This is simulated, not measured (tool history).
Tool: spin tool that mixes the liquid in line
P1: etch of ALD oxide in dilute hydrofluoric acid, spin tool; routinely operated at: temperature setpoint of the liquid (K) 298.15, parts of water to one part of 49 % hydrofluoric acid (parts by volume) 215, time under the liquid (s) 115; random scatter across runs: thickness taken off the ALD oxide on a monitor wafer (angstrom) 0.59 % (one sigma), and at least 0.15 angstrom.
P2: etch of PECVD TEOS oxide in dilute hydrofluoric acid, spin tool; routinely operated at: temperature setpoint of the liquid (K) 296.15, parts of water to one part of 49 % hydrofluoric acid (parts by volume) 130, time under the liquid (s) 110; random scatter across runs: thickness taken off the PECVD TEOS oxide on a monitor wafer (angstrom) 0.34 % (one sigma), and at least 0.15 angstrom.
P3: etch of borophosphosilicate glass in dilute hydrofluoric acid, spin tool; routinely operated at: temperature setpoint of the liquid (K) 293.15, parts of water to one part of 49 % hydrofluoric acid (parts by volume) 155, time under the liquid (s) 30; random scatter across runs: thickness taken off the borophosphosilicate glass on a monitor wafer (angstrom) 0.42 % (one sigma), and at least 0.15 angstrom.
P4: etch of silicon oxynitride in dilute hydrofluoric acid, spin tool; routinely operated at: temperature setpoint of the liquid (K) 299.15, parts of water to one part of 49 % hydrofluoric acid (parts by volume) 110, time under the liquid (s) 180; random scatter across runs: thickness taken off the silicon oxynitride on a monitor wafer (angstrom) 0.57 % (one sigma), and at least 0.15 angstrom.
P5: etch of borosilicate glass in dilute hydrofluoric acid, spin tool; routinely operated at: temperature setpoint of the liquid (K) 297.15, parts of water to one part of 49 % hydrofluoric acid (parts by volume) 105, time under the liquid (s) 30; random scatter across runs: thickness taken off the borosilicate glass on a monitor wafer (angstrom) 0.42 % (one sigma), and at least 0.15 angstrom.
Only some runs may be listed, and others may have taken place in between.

run	day	process that ran	temperature setpoint of the liquid (K)	parts of water to one part of 49 % hydrofluoric acid (parts by volume)	time under the liquid (s)	hours since the thermometer was replaced	hours since the hydrofluoric acid flow meter was replaced	thickness taken off the ALD oxide on a monitor wafer (angstrom)	thickness taken off the borophosphosilicate glass on a monitor wafer (angstrom)	thickness taken off the silicon oxynitride on a monitor wafer (angstrom)	thickness taken off the PECVD TEOS oxide on a monitor wafer (angstrom)	thickness taken off the borosilicate glass on a monitor wafer (angstrom)
1	0.358	P1	298.15	215	115	439.5	401.2	54.4690				
2	0.800	P3	290.15	155	30	450.1	411.8		98.271			
3	1.221	P1	298.15	215	115	460.2	421.9	54.9090				
4	1.446	P1	298.15	215	115	465.6	427.3	53.9660				
5	1.712	P3	293.15	155	30	472.0	433.7		109.930			
6	2.038	P1	298.15	215	115	479.8	441.5	54.1860				
7	2.450	P4	293.15	110	180	489.7	451.4			41.257		
8	2.704	P2	296.15	130	110	495.8	457.5				237.37	
9	2.908	P1	292.15	125	115	500.7	462.4	81.2000				
10	3.342	P5	297.15	105	15	511.1	472.8					35.525
11	3.612	P5	303.65	105	30	517.6	479.3					92.320
12	3.950	P1	298.15	215	115	525.7	487.4	54.6200				
13	4.362	P1	298.15	385	115	535.6	497.3	25.7030				
14	4.600	P1	298.15	215	15	541.3	503.0	7.1971				
15	4.983	P2	296.15	130	110	550.5	512.2				237.73	
16	5.312	P1	304.15	215	115	558.4	520.1	66.6340				
17	5.533	P4	299.15	110	180	563.7	525.4			54.634		
18	5.754	P4	299.15	110	45	569.0	530.7			13.506		
19	6.183	P4	299.15	40	180	579.3	541.0			160.610		
20	6.588	P5	297.15	105	30	589.0	550.7					72.095
21	6.825	P1	298.15	50	115	594.7	556.4	283.0600				
22	7.175	P3	293.15	280	30	603.1	564.8		54.231			
23	7.400	P1	298.15	215	210	608.5	570.2	99.7600				
24	7.612	P2	296.15	230	110	613.6	575.3				120.13	
25	7.917	P3	293.15	155	30	620.9	582.6		110.630			
26	8.138	P3	293.15	155	55	626.2	587.9		202.210			
27	8.579	P2	301.65	130	110	636.8	598.5				290.68	
28	8.879	P1	293.15	215	115	644.0	605.7	45.1450				
29	9.104	P5	297.15	180	30	649.4	611.1					37.865
30	9.421	P2	296.15	130	55	657.0	618.7				117.44	
31	9.817	P1	298.15	215	115	666.5	628.2	53.9340				
32	10.212	P1	298.15	215	115	676.0	637.7	54.5430				
33	10.467	P1	298.15	215	115	682.1	643.8	54.4020				
34	10.683	P1	298.15	215	115	687.3	649.0	55.4680				
35	10.896	P1	298.15	215	115	692.4	654.1	55.9420				
36	11.246	P1	298.15	215	115	700.8	662.5	57.2800				
37	11.525	P1	298.15	215	115	707.5	669.2	57.6880				
38	11.962	P1	298.15	215	115	718.0	679.7	58.0870				
39	12.217	P1	298.15	215	115	724.1	685.8	58.7470				
40	12.650	P1	298.15	215	115	734.5	696.2	58.3540				
41	12.958	P1	298.15	215	115	741.9	703.6	58.3200				
42	13.183	P1	298.15	215	115	747.3	709.0	58.8190				

What P1 gives has crept away from where it was. These 2 causes fit the log equally well, each at the size given:
A: liquid hotter than its thermometer reads (K) = 2.06
B: hydrofluoric acid flow above the setpoint (%) = 6.18
Onset of the creep was near day 10.467.

You are offered 4 check runs, listed below with question marks in place of their results; each one averages 2 wafers. Which run separates the listed causes by giving clearly different results for each?
check 1	13.408	P4	294.15	70	180					?		
check 2	13.408	P2	301.15	225	110						?	
check 3	13.408	P5	303.15	105	30							?
check 4	13.408	P3	293.15	265	55				?			

What each check would give under each cause:
check	result	if A	if B
check 1	thickness taken off the silicon oxynitride on a monitor wafer (angstrom)	77.804	74.917
check 2	thickness taken off the PECVD TEOS oxide on a monitor wafer (angstrom)	158.04	158.73
check 3	thickness taken off the borosilicate glass on a monitor wafer (angstrom)	97.468	96.731
check 4	thickness taken off the borophosphosilicate glass on a monitor wafer (angstrom)	114.320	114.150
Smallest distance between any two causes, each pair judged by its most separating result, in per cent: check 1 3.78 %; check 2 0.44 %; check 3 0.76 %; check 4 0.15 %
Only check 1 tells the causes apart: in the others they would give nearly the same result.

Then check 1 was run and gave: thickness taken off the silicon oxynitride on a monitor wafer (angstrom) 75.025. Which cause is it?

It was cause B: hydrofluoric acid flow above the setpoint (%).
